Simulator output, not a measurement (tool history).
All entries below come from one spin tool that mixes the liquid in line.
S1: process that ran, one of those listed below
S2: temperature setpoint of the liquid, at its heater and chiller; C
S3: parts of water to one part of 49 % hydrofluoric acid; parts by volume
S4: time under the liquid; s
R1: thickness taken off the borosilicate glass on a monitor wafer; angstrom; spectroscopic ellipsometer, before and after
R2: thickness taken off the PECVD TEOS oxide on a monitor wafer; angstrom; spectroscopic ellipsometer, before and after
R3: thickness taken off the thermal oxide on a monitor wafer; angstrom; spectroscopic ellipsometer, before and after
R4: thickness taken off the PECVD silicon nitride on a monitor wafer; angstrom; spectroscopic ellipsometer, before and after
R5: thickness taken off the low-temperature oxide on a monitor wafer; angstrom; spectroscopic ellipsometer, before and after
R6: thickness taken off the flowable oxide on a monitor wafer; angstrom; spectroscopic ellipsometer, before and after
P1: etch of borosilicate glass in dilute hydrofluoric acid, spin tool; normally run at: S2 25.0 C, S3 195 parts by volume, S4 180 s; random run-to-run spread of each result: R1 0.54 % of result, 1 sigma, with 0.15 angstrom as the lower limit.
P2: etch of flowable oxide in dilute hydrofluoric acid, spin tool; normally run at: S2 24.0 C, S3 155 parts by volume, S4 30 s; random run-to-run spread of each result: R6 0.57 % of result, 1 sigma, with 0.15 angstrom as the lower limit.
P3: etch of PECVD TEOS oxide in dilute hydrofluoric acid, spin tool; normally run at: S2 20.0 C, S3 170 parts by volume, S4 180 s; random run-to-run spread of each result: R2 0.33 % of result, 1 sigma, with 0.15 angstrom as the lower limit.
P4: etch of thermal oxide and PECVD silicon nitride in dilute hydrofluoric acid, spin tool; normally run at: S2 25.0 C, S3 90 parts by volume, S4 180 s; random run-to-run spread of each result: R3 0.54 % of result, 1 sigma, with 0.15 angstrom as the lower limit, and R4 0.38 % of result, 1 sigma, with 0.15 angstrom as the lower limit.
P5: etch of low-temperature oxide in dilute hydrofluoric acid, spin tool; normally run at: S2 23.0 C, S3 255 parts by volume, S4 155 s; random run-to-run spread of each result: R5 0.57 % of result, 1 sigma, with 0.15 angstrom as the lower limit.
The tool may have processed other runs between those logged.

run	hour	S1	S2	S3	S4	R1	R2	R3	R4	R5	R6
1	4.6	P1	25.0	195	180	266.810					
2	10.8	P3	17.0	170	180		75.168				
3	16.6	P4	17.5	90	180			74.912	31.991		
4	20.7	P3	20.0	50	180		326.710				
5	26.2	P5	23.0	255	155					135.58	
6	32.4	P1	25.0	195	180	264.990					
7	36.3	P1	25.0	195	180	266.280					
8	40.8	P1	32.0	195	180	342.240					
9	48.2	P1	25.0	195	180	266.610					
10	51.8	P2	24.0	155	30						63.463
11	58.5	P1	25.0	195	275	403.730					
12	62.1	P4	25.0	90	315			178.050	92.551		
13	67.3	P1	25.0	355	180	124.330					
# hour 67.5: hydrofluoric acid flow meter replaced
14	72.0	P1	25.0	195	45	66.485					
15	77.8	P5	23.0	255	245					212.14	
16	83.4	P1	25.0	80	180	747.360					
17	89.8	P5	17.0	255	155					107.86	
18	93.1	P1	25.0	335	50	36.844					
19	100.9	P2	24.0	280	30						30.591
20	106.2	P4	25.0	20	180			511.620	229.220		
# hour 106.9: thermometer replaced
21	111.4	P2	24.0	155	55						117.420
22	118.2	P1	19.5	195	180	216.580					
23	123.2	P4	25.0	90	180			102.080	53.078		
24	131.0	P4	25.0	90	180			102.830	52.994		
25	136.3	P3	20.0	170	285		133.910				
26	141.4	P2	17.0	155	30						48.719
27	146.6	P1	28.5	300	180	174.710					
28	153.1	P1	25.0	195	180	265.390					
29	160.1	P5	23.0	45	155					976.66	
30	167.1	P3	20.0	170	180		83.985				
31	174.4	P1	25.0	195	180	264.800					
32	179.7	P5	23.0	255	155					135.72	
33	185.2	P1	25.0	195	180	266.830					
34	190.5	P1	25.0	195	180	275.390					
35	195.6	P1	25.0	195	180	275.140					
36	200.8	P1	25.0	195	180	277.370					
37	208.4	P1	25.0	195	180	280.520					
38	215.9	P1	25.0	195	180	281.260					
39	223.2	P1	25.0	195	180	281.470					
40	230.4	P1	25.0	195	180	282.540					
41	234.4	P1	25.0	195	180	285.650					
42	241.6	P1	25.0	195	180	283.940					
43	248.4	P1	25.0	195	180	284.830					
44	253.7	P1	25.0	195	180	286.910					

Compared with where it was, what P1 gives has crept away. Each cause listed below fits the log as well as the rest, at the size given for it:
A: hydrofluoric acid flow above the setpoint (%) = 6.13
B: liquid hotter than its thermometer reads (K) = 1.99
Creep in the process output first set in at about hour 185.2.

Which of the 4 check runs listed below separates the causes, so that each cause would produce a clearly different result? Each run uses one wafer, and its results are marked with question marks.
check 1	259.0	P2	24.0	155	30						?
check 2	259.0	P3	20.0	170	180		?				
check 3	259.0	P5	23.0	255	155					?	
check 4	259.0	P4	25.0	90	180			?	?		

What every check run would give for each of its results, assuming each possible cause in turn:
check	result	if A	if B
check 1	R6	68.425	68.791
check 2	R2	90.540	91.258
check 3	R5	145.70	145.23
check 4	R3	109.540	110.850
check 4	R4	56.180	60.301
Per check, the gap between the least separated pair of causes, taken in the result that splits them most: check 1 0.53 %; check 2 0.79 %; check 3 0.32 %; check 4 7.08 %
Only in check 4 would the causes give clearly different results; in the remaining checks their results would be nearly the same.

Check 4 has now been run. It gave: R3 111.150 angstrom; R4 60.256 angstrom. Which of the candidate causes is it?

Of the candidate causes, it is B: liquid hotter than its thermometer reads (K).
